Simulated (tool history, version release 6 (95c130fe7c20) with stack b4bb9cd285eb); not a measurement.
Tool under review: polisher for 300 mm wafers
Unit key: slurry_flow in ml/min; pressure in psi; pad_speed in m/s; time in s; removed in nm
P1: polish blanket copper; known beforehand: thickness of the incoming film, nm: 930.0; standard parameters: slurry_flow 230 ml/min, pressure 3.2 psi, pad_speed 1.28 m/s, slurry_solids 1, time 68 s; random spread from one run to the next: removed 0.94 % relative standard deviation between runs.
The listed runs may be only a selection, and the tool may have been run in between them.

run 1 hour=8.5 | slurry_flow=230 pressure=3.2 pad_speed=1.28 slurry_solids=1 time=68 | removed=232.13
run 2 hour=13 | slurry_flow=230 pressure=4.1 pad_speed=1.28 slurry_solids=1 time=68 | removed=296.71
run 3 hour=20.7 | slurry_flow=230 pressure=3.2 pad_speed=1.28 slurry_solids=1.5 time=68 | removed=253.59
run 4 hour=27.1 | slurry_flow=230 pressure=3.2 pad_speed=1.98 slurry_solids=1 time=68 | removed=362.18
run 5 hour=31.6 | slurry_flow=140 pressure=3.2 pad_speed=1.28 slurry_solids=1 time=68 | removed=213.24
run 6 hour=37.1 | slurry_flow=230 pressure=3.2 pad_speed=1.28 slurry_solids=1 time=100 | removed=343.35
run 7 hour=45.3 | slurry_flow=310 pressure=3.2 pad_speed=1.28 slurry_solids=1 time=68 | removed=237.7
run 8 hour=52.8 | slurry_flow=230 pressure=1.9 pad_speed=1.28 slurry_solids=1 time=68 | removed=139.43
run 9 hour=60.3 | slurry_flow=230 pressure=3.2 pad_speed=1.28 slurry_solids=1 time=68 | removed=234.22
run 10 hour=66.8 | slurry_flow=230 pressure=3.2 pad_speed=1.28 slurry_solids=1 time=37 | removed=126.16
run 11 hour=73.3 | slurry_flow=230 pressure=3.2 pad_speed=1.28 slurry_solids=1 time=68 | removed=233.98
run 12 hour=79.9 | slurry_flow=230 pressure=3.2 pad_speed=1.28 slurry_solids=1 time=68 | removed=232.76
run 13 hour=83.8 | slurry_flow=155 pressure=3.2 pad_speed=0.86 slurry_solids=1 time=68 | removed=146.72
run 14 hour=88.3 | slurry_flow=230 pressure=3.2 pad_speed=1.28 slurry_solids=1 time=68 | removed=232.31
run 15 hour=95.7 | slurry_flow=230 pressure=3.2 pad_speed=0.58 slurry_solids=1 time=68 | removed=106.53
run 16 hour=102.6 | slurry_flow=230 pressure=3.2 pad_speed=1.28 slurry_solids=0.55 time=68 | removed=206.1
run 17 hour=107 | slurry_flow=230 pressure=3.2 pad_speed=1.28 slurry_solids=1 time=68 | removed=232.08
run 18 hour=115.7 | slurry_flow=230 pressure=3.2 pad_speed=1.28 slurry_solids=1 time=68 | removed=229
run 19 hour=123.8 | slurry_flow=230 pressure=3.2 pad_speed=1.28 slurry_solids=1 time=68 | removed=227.38
run 20 hour=129.1 | slurry_flow=230 pressure=3.2 pad_speed=1.28 slurry_solids=1 time=68 | removed=223.42
-- hour=133.3 worn pad replaced by a new one
run 21 hour=134.4 | slurry_flow=230 pressure=3.2 pad_speed=1.28 slurry_solids=1 time=68 | removed=222.55
-- hour=140.9 slurry blender recalibrated
run 22 hour=142.7 | slurry_flow=230 pressure=3.2 pad_speed=1.28 slurry_solids=1 time=68 | removed=222.76
run 23 hour=148.2 | slurry_flow=230 pressure=3.2 pad_speed=1.28 slurry_solids=1 time=68 | removed=220.96

Predict the results of run 24:
run 24 hour=154.8 | slurry_flow=230 pressure=3.2 pad_speed=1.28 slurry_solids=1 time=68 | removed=?

removed: 220.24 nm
